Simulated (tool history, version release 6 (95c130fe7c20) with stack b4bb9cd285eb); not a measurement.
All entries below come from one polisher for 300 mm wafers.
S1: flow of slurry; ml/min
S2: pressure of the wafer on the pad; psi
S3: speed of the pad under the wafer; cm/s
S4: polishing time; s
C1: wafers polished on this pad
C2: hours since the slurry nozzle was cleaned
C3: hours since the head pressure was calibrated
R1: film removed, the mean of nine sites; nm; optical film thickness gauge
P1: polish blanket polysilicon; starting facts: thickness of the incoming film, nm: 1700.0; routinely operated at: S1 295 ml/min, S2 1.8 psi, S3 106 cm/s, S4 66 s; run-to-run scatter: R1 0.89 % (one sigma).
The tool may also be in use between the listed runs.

Run 1, hour 16.5: S1 295 ml/min, S2 1.8 psi, S3 106 cm/s, S4 66 s; C1 788; C2 336.8; C3 71.1. Result: R1 312.42 nm.
Run 2, hour 27.7: S1 295 ml/min, S2 1.8 psi, S3 106 cm/s, S4 66 s; C1 882; C2 348.0; C3 82.3. Result: R1 309.01 nm.
Run 3, hour 36.7: S1 295 ml/min, S2 1.8 psi, S3 54 cm/s, S4 66 s; C1 958; C2 357.0; C3 91.3. Result: R1 158.93 nm.
Run 4, hour 44.9: S1 295 ml/min, S2 1.8 psi, S3 106 cm/s, S4 66 s; C1 1027; C2 365.2; C3 99.5. Result: R1 311.89 nm.
Run 5, hour 57.7: S1 295 ml/min, S2 1.8 psi, S3 106 cm/s, S4 41 s; C1 1134; C2 378.0; C3 112.3. Result: R1 193.53 nm.
At hour 65.8: head pressure recalibrated.
Run 6, hour 74.2: S1 295 ml/min, S2 1.8 psi, S3 154 cm/s, S4 66 s; C1 1273; C2 394.5; C3 8.4. Result: R1 448.55 nm.
Run 7, hour 87.3: S1 295 ml/min, S2 1.8 psi, S3 106 cm/s, S4 92 s; C1 1383; C2 407.6; C3 21.5. Result: R1 437.43 nm.
Run 8, hour 98.7: S1 295 ml/min, S2 2.7 psi, S3 106 cm/s, S4 66 s; C1 1479; C2 419.0; C3 32.9. Result: R1 471.51 nm.
Run 9, hour 110.2: S1 295 ml/min, S2 1.2 psi, S3 106 cm/s, S4 66 s; C1 1576; C2 430.5; C3 44.4. Result: R1 210.81 nm.
Run 10, hour 123.2: S1 380 ml/min, S2 1.8 psi, S3 106 cm/s, S4 66 s; C1 1685; C2 443.5; C3 57.4. Result: R1 318.02 nm.
Run 11, hour 139.9: S1 175 ml/min, S2 1.8 psi, S3 106 cm/s, S4 66 s; C1 1826; C2 460.2; C3 74.1. Result: R1 293.07 nm.
Run 12, hour 149.8: S1 205 ml/min, S2 1.8 psi, S3 106 cm/s, S4 87 s; C1 1909; C2 470.1; C3 84.0. Result: R1 392.90 nm.
Run 13, hour 160.4: S1 295 ml/min, S2 1.8 psi, S3 106 cm/s, S4 66 s; C1 1998; C2 480.7; C3 94.6. Result: R1 306.89 nm.
Run 14, hour 172.1: S1 295 ml/min, S2 1.8 psi, S3 106 cm/s, S4 66 s; C1 2096; C2 492.4; C3 106.3. Result: R1 314.09 nm.
Run 15, hour 180.1: S1 295 ml/min, S2 1.8 psi, S3 106 cm/s, S4 66 s; C1 2164; C2 500.4; C3 114.3. Result: R1 308.82 nm.
Run 16, hour 190.2: S1 295 ml/min, S2 1.8 psi, S3 106 cm/s, S4 66 s; C1 2249; C2 510.5; C3 124.4. Result: R1 299.42 nm.
Run 17, hour 198.9: S1 295 ml/min, S2 1.8 psi, S3 106 cm/s, S4 66 s; C1 2322; C2 519.2; C3 133.1. Result: R1 297.55 nm.
Run 18, hour 215.7: S1 295 ml/min, S2 1.8 psi, S3 106 cm/s, S4 66 s; C1 2463; C2 536.0; C3 149.9. Result: R1 297.84 nm.

Forecast run 19:
Run 19, hour 225.5: S1 295 ml/min, S2 1.8 psi, S3 106 cm/s, S4 66 s; C1 2545; C2 545.8; C3 159.7. Result: R1 ?.

R1: 299.10 nm

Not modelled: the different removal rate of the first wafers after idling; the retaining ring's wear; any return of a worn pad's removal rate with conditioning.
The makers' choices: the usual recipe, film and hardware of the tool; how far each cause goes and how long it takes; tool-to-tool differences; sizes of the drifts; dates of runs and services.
